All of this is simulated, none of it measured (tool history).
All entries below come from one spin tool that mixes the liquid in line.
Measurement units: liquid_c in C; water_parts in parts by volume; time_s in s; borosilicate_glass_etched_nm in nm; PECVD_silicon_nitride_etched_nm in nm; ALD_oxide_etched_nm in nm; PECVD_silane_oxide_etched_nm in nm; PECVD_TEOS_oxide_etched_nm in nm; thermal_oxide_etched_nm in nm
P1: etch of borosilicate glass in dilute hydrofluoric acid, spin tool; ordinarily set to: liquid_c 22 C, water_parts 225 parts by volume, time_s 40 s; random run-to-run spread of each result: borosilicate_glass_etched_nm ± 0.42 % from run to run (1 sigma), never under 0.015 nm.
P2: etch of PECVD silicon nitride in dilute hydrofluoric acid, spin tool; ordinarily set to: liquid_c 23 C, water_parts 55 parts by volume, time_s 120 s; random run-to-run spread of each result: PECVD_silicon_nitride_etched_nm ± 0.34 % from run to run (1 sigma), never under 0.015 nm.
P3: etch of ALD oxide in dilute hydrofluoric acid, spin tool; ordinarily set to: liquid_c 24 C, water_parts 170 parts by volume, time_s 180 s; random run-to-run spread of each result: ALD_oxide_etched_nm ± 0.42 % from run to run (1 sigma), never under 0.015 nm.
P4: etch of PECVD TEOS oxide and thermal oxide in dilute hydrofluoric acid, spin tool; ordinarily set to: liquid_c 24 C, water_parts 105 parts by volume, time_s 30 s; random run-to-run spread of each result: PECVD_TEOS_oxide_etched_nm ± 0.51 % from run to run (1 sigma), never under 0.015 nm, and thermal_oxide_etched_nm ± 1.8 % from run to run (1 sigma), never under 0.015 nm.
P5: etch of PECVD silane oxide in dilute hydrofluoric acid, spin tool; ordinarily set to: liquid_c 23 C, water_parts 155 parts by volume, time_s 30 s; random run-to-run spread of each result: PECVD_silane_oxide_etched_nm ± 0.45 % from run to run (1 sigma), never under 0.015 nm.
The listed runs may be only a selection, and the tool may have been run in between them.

run,hour,process,liquid_c,water_parts,time_s,hours since the thermometer was replaced,hours since the hydrofluoric acid flow meter was replaced,borosilicate_glass_etched_nm,PECVD_silicon_nitride_etched_nm,ALD_oxide_etched_nm,PECVD_silane_oxide_etched_nm,PECVD_TEOS_oxide_etched_nm,thermal_oxide_etched_nm
1,6.5,P1,22,225,40,2181.2,1066.7,4.8246,,,,,
2,10.8,P2,23,35,120,2185.5,1071,,10.573,,,,
3,18.5,P3,24,240,180,2193.2,1078.7,,,11.33,,,
4,26.9,P5,23,155,60,2201.6,1087.1,,,,16.772,,
5,35.6,P1,17,225,20,2210.3,1095.8,1.991,,,,,
6,43.9,P1,22,225,40,2218.6,1104.1,4.8342,,,,,
7,48.3,P2,17.5,55,120,2223,1108.5,,4.6742,,,,
8,57.4,P2,23,55,20,2232.1,1117.6,,1.1382,,,,
9,63.5,P1,22,225,40,2238.2,1123.7,4.7751,,,,,
10,70.9,P4,17,105,30,2245.6,1131.1,,,,,4.4337,1.0109
11,76.6,P1,22,225,40,2251.3,1136.8,4.7789,,,,,
12,85.2,P1,22,225,40,2259.9,1145.4,4.7568,,,,,
13,91.3,P3,24,170,180,2266,1151.5,,,17.363,,,
14,98.8,P1,22,225,15,2273.5,1159,1.8337,,,,,
15,106.7,P4,24,105,30,2281.4,1166.9,,,,,5.862,1.2939
16,114.7,P2,23,55,120,2289.4,1174.9,,6.8424,,,,
17,120.2,P5,23,270,30,2294.9,1180.4,,,,4.2551,,
18,129.5,P5,31,155,30,2304.2,1189.7,,,,11.169,,
19,135.7,P3,24,170,180,2310.4,1195.9,,,17.362,,,
20,141.7,P1,22,225,40,2316.4,1201.9,4.8025,,,,,
21,147.1,P3,24,170,335,2321.8,1207.3,,,32.464,,,
22,155.9,P4,24,30,30,2330.6,1216.1,,,,,22.471,5.2226
23,162.5,P1,22,135,40,2337.2,1222.7,8.8126,,,,,
24,167.9,P4,24,105,15,2342.6,1228.1,,,,,2.9202,0.6568
25,175.3,P1,18.5,225,40,2350,1235.5,4.1931,,,,,
26,180.9,P1,22,355,40,2355.6,1241.1,2.6919,,,,,

Estimate the outcome of run 27 from the log above:
# hour 186.7: hydrofluoric acid flow meter replaced
27,189.8,P3,17,170,180,2364.5,3.1,,,?,,,

{"run 27": {"ALD_oxide_etched_nm": 13.25}}
